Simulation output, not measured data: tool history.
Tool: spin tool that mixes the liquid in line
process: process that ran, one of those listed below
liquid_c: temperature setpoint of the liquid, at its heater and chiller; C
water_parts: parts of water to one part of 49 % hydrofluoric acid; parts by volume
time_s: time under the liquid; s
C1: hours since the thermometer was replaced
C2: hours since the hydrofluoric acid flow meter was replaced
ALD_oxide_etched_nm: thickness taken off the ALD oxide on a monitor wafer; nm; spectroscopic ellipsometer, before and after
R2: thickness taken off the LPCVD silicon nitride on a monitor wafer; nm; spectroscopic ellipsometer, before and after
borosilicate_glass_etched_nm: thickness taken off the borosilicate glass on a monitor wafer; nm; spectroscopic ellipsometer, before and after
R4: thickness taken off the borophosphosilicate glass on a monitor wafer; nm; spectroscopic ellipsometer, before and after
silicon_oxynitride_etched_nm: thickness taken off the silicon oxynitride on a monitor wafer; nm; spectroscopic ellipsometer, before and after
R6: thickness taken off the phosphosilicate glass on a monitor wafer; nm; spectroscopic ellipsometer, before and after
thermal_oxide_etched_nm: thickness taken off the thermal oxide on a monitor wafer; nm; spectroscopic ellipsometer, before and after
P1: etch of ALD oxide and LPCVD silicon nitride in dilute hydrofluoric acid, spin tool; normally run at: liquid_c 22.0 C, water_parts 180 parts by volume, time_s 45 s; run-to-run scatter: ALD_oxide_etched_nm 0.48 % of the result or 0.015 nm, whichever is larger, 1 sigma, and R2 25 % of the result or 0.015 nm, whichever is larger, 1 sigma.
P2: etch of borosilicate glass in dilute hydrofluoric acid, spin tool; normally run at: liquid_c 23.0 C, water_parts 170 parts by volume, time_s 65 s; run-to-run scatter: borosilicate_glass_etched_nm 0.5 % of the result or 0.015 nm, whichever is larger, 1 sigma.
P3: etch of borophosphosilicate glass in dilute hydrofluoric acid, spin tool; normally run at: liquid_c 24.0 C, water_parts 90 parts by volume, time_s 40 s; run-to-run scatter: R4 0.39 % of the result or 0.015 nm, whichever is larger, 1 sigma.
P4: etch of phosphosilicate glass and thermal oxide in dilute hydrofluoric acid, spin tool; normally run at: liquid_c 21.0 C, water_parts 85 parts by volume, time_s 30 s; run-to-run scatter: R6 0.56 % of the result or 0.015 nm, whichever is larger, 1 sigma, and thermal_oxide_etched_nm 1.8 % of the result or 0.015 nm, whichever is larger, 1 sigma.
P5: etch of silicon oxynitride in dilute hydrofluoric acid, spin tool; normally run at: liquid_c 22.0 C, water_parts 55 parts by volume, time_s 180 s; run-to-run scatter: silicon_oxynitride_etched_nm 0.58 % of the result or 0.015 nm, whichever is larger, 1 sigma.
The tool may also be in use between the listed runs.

Run 1, hour 8.4: process P1, liquid_c 22.0 C, water_parts 180 parts by volume, time_s 45 s; C1 876.6; C2 765.0. Result: ALD_oxide_etched_nm 4.1149 nm, R2 0.107720 nm.
Run 2, hour 21.3: process P2, liquid_c 17.0 C, water_parts 170 parts by volume, time_s 65 s; C1 889.5; C2 777.9. Result: borosilicate_glass_etched_nm 8.3842 nm.
Run 3, hour 31.9: process P1, liquid_c 18.0 C, water_parts 180 parts by volume, time_s 45 s; C1 900.1; C2 788.5. Result: ALD_oxide_etched_nm 3.5851 nm, R2 0.086701 nm.
Run 4, hour 40.7: process P1, liquid_c 22.0 C, water_parts 295 parts by volume, time_s 45 s; C1 908.9; C2 797.3. Result: ALD_oxide_etched_nm 2.2855 nm, R2 0.043204 nm.
Run 5, hour 50.9: process P2, liquid_c 23.0 C, water_parts 290 parts by volume, time_s 65 s; C1 919.1; C2 807.5. Result: borosilicate_glass_etched_nm 5.4225 nm.
Run 6, hour 59.1: process P3, liquid_c 24.0 C, water_parts 160 parts by volume, time_s 40 s; C1 927.3; C2 815.7. Result: R4 10.5060 nm.
Run 7, hour 69.8: process P5, liquid_c 22.0 C, water_parts 55 parts by volume, time_s 75 s; C1 938.0; C2 826.4. Result: silicon_oxynitride_etched_nm 2.6353 nm.
Run 8, hour 81.5: process P3, liquid_c 24.0 C, water_parts 90 parts by volume, time_s 40 s; C1 949.7; C2 838.1. Result: R4 20.3060 nm.
Run 9, hour 90.0: process P1, liquid_c 22.0 C, water_parts 180 parts by volume, time_s 80 s; C1 958.2; C2 846.6. Result: ALD_oxide_etched_nm 7.4048 nm, R2 0.151800 nm.
Run 10, hour 96.8: process P1, liquid_c 22.0 C, water_parts 75 parts by volume, time_s 45 s; C1 965.0; C2 853.4. Result: ALD_oxide_etched_nm 11.1450 nm, R2 0.260640 nm.
Run 11, hour 110.0: process P1, liquid_c 22.0 C, water_parts 180 parts by volume, time_s 45 s; C1 978.2; C2 866.6. Result: ALD_oxide_etched_nm 4.1620 nm, R2 0.034317 nm.
Run 12, hour 118.0: process P4, liquid_c 21.0 C, water_parts 85 parts by volume, time_s 50 s; C1 986.2; C2 874.6. Result: R6 68.581 nm, thermal_oxide_etched_nm 2.54210 nm.
Run 13, hour 130.1: process P2, liquid_c 23.0 C, water_parts 170 parts by volume, time_s 100 s; C1 998.3; C2 886.7. Result: borosilicate_glass_etched_nm 16.2590 nm.
Run 14, hour 142.6: process P1, liquid_c 28.0 C, water_parts 180 parts by volume, time_s 45 s; C1 1010.8; C2 899.2. Result: ALD_oxide_etched_nm 5.1914 nm, R2 0.100000 nm.
Run 15, hour 156.3: process P2, liquid_c 23.0 C, water_parts 170 parts by volume, time_s 65 s; C1 1024.5; C2 912.9. Result: borosilicate_glass_etched_nm 10.4470 nm.
Run 16, hour 164.9: process P5, liquid_c 22.0 C, water_parts 20 parts by volume, time_s 180 s; C1 1033.1; C2 921.5. Result: silicon_oxynitride_etched_nm 17.5870 nm.
Run 17, hour 178.8: process P1, liquid_c 17.0 C, water_parts 180 parts by volume, time_s 70 s; C1 1047.0; C2 935.4. Result: ALD_oxide_etched_nm 5.3177 nm, R2 0.053644 nm.
Run 18, hour 185.6: process P1, liquid_c 22.0 C, water_parts 180 parts by volume, time_s 45 s; C1 1053.8; C2 942.2. Result: ALD_oxide_etched_nm 4.1788 nm, R2 0.120570 nm.
Run 19, hour 196.3: process P3, liquid_c 24.0 C, water_parts 90 parts by volume, time_s 40 s; C1 1064.5; C2 952.9. Result: R4 20.3110 nm.
Run 20, hour 208.9: process P1, liquid_c 22.0 C, water_parts 180 parts by volume, time_s 45 s; C1 1077.1; C2 965.5. Result: ALD_oxide_etched_nm 4.2012 nm, R2 0.132000 nm.
Run 21, hour 221.7: process P3, liquid_c 24.0 C, water_parts 90 parts by volume, time_s 15 s; C1 1089.9; C2 978.3. Result: R4 7.5922 nm.
Run 22, hour 232.0: process P5, liquid_c 22.0 C, water_parts 55 parts by volume, time_s 180 s; C1 1100.2; C2 988.6. Result: silicon_oxynitride_etched_nm 6.2477 nm.
Run 23, hour 240.8: process P5, liquid_c 29.0 C, water_parts 55 parts by volume, time_s 180 s; C1 1109.0; C2 997.4. Result: silicon_oxynitride_etched_nm 8.7090 nm.
Run 24, hour 252.3: process P1, liquid_c 22.0 C, water_parts 180 parts by volume, time_s 45 s; C1 1120.5; C2 1008.9. Result: ALD_oxide_etched_nm 4.1171 nm, R2 0.043195 nm.
Run 25, hour 262.7: process P4, liquid_c 21.0 C, water_parts 150 parts by volume, time_s 30 s; C1 1130.9; C2 1019.3. Result: R6 21.756 nm, thermal_oxide_etched_nm 0.77884 nm.
Run 26, hour 276.6: process P1, liquid_c 22.0 C, water_parts 180 parts by volume, time_s 15 s; C1 1144.8; C2 1033.2. Result: ALD_oxide_etched_nm 1.3971 nm, R2 0.037894 nm.
Run 27, hour 290.3: process P1, liquid_c 22.0 C, water_parts 180 parts by volume, time_s 45 s; C1 1158.5; C2 1046.9. Result: ALD_oxide_etched_nm 4.1421 nm, R2 0.134520 nm.
Run 28, hour 303.9: process P4, liquid_c 21.0 C, water_parts 85 parts by volume, time_s 30 s; C1 1172.1; C2 1060.5. Result: R6 41.272 nm, thermal_oxide_etched_nm 1.54940 nm.
Run 29, hour 313.1: process P3, liquid_c 18.5 C, water_parts 90 parts by volume, time_s 40 s; C1 1181.3; C2 1069.7. Result: R4 16.3490 nm.
Run 30, hour 319.3: process P4, liquid_c 17.0 C, water_parts 85 parts by volume, time_s 30 s; C1 1187.5; C2 1075.9. Result: R6 34.441 nm, thermal_oxide_etched_nm 1.27050 nm.
Run 31, hour 333.1: process P1, liquid_c 22.0 C, water_parts 180 parts by volume, time_s 45 s; C1 1201.3; C2 1089.7. Result: ALD_oxide_etched_nm 4.1667 nm, R2 0.088605 nm.
Run 32, hour 343.3: process P1, liquid_c 22.0 C, water_parts 180 parts by volume, time_s 45 s; C1 1211.5; C2 1099.9. Result: ALD_oxide_etched_nm 4.2957 nm, R2 0.103430 nm.
Run 33, hour 356.4: process P1, liquid_c 22.0 C, water_parts 180 parts by volume, time_s 45 s; C1 1224.6; C2 1113.0. Result: ALD_oxide_etched_nm 4.3986 nm, R2 0.124110 nm.
Run 34, hour 366.1: process P1, liquid_c 22.0 C, water_parts 180 parts by volume, time_s 45 s; C1 1234.3; C2 1122.7. Result: ALD_oxide_etched_nm 4.4182 nm, R2 0.106070 nm.
Run 35, hour 375.5: process P1, liquid_c 22.0 C, water_parts 180 parts by volume, time_s 45 s; C1 1243.7; C2 1132.1. Result: ALD_oxide_etched_nm 4.4914 nm, R2 0.128830 nm.
Run 36, hour 384.2: process P1, liquid_c 22.0 C, water_parts 180 parts by volume, time_s 45 s; C1 1252.4; C2 1140.8. Result: ALD_oxide_etched_nm 4.4977 nm, R2 0.129670 nm.
Run 37, hour 397.6: process P1, liquid_c 22.0 C, water_parts 180 parts by volume, time_s 45 s; C1 1265.8; C2 1154.2. Result: ALD_oxide_etched_nm 4.5269 nm, R2 0.120720 nm.
Run 38, hour 405.5: process P1, liquid_c 22.0 C, water_parts 180 parts by volume, time_s 45 s; C1 1273.7; C2 1162.1. Result: ALD_oxide_etched_nm 4.5746 nm, R2 0.130740 nm.

The next listed run, before its measurement:
Run 39, hour 417.4: process P1, liquid_c 22.0 C, water_parts 180 parts by volume, time_s 45 s; C1 1285.6; C2 1174.0. Result: ALD_oxide_etched_nm ?, R2 ?.

Run 39 gave ALD_oxide_etched_nm 4.5513 nm, R2 0.129400 nm.
